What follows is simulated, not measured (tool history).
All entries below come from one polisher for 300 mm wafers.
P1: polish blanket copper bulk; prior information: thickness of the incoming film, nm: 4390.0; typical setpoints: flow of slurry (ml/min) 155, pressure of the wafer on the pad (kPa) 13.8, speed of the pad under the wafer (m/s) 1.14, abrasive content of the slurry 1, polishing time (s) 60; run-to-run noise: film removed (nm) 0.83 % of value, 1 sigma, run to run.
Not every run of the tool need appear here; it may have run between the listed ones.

run   hour  flow of slurry (ml/min)  pressure of the wafer on the pad (kPa)  speed of the pad under the wafer (m/s)  abrasive content of the slurry  polishing time (s)  wafers polished on this pad  hours since the slurry nozzle was cleaned  hours since the head pressure was calibrated  hours since the slurry blender was calibrated  film removed (nm)
  1   14.7                      155                                    13.8                                    1.14                               1                  60                          426                                      108.5                                         459.8                                           68.8             433.72
  2     28                      155                                    13.8                                    1.14                            0.55                  60                          520                                      121.8                                         473.1                                           82.1             391.81
  3     42                       95                                    13.8                                    1.14                               1                  60                          619                                      135.8                                         487.1                                           96.1             392.53
  4   53.5                      215                                    13.8                                    0.56                               1                  60                          700                                      147.3                                         498.6                                          107.6             225.35
  5   68.1                      155                                    13.8                                    1.14                               1                  60                          802                                      161.9                                         513.2                                          122.2             441.51
  6   83.5                      155                                    13.8                                    1.14                               1                  90                          911                                      177.3                                         528.6                                          137.6              658.6
  7   97.9                      155                                    13.8                                    1.14                               1                  60                         1012                                      191.7                                           543                                            152             440.56
  8  110.2                      155                                    13.8                                    1.14                            1.35                  60                         1099                                        204                                         555.3                                          164.3             475.21
  9  125.1                      205                                    13.8                                    1.14                               1                  33                         1204                                      218.9                                         570.2                                          179.2             254.53
 10    133                      155                                    13.8                                    1.14                               1                  32                         1259                                      226.8                                         578.1                                          187.1             232.05
 11    140                      155                                    13.8                                    0.52                               1                  60                         1309                                      233.8                                         585.1                                          194.1             197.91
 12  153.1                      155                                    13.8                                    1.14                               1                  60                         1401                                      246.9                                         598.2                                          207.2             439.79
 13  167.4                      155                                     6.2                                    1.14                               1                  60                         1502                                      261.2                                         612.5                                          221.5             196.59
 14  181.7                      155                                    13.8                                    1.14                               1                  60                         1602                                      275.5                                         626.8                                          235.8             440.86
 15  192.7                      155                                    13.8                                    1.72                               1                  60                         1680                                      286.5                                         637.8                                          246.8             661.74
 16  208.2                      195                                    13.8                                    1.14                               1                  46                         1789                                        302                                         653.3                                          262.3             350.23
 17    220                      195                                    13.8                                    1.14                               1                  60                         1872                                      313.8                                         665.1                                          274.1             454.93
 18  229.7                      155                                    13.8                                    1.14                               1                  60                         1940                                      323.5                                         674.8                                          283.8             434.54
 19  240.3                      155                                    18.6                                    1.14                               1                  60                         2015                                      334.1                                         685.4                                          294.4             593.04
 20  254.7                      155                                    13.8                                    1.14                               1                  60                         2116                                      348.5                                         699.8                                          308.8             437.52
 21  263.7                      155                                    13.8                                    1.14                               1                  60                         2180                                      357.5                                         708.8                                          317.8              440.7
 22  276.1                      155                                    13.8                                    1.14                               1                  60                         2267                                      369.9                                         721.2                                          330.2             423.55
 23  288.8                      155                                    13.8                                    1.14                               1                  60                         2356                                      382.6                                         733.9                                          342.9             406.41
 24  299.7                      155                                    13.8                                    1.14                               1                  60                         2433                                      393.5                                         744.8                                          353.8             406.62

The next listed run, before its measurement:
 25  307.5                      155                                    13.8                                    1.14                               1                  60                         2488                                      401.3                                         752.6                                          361.6                  ?

Logged for run 25: film removed (nm) 407.14.
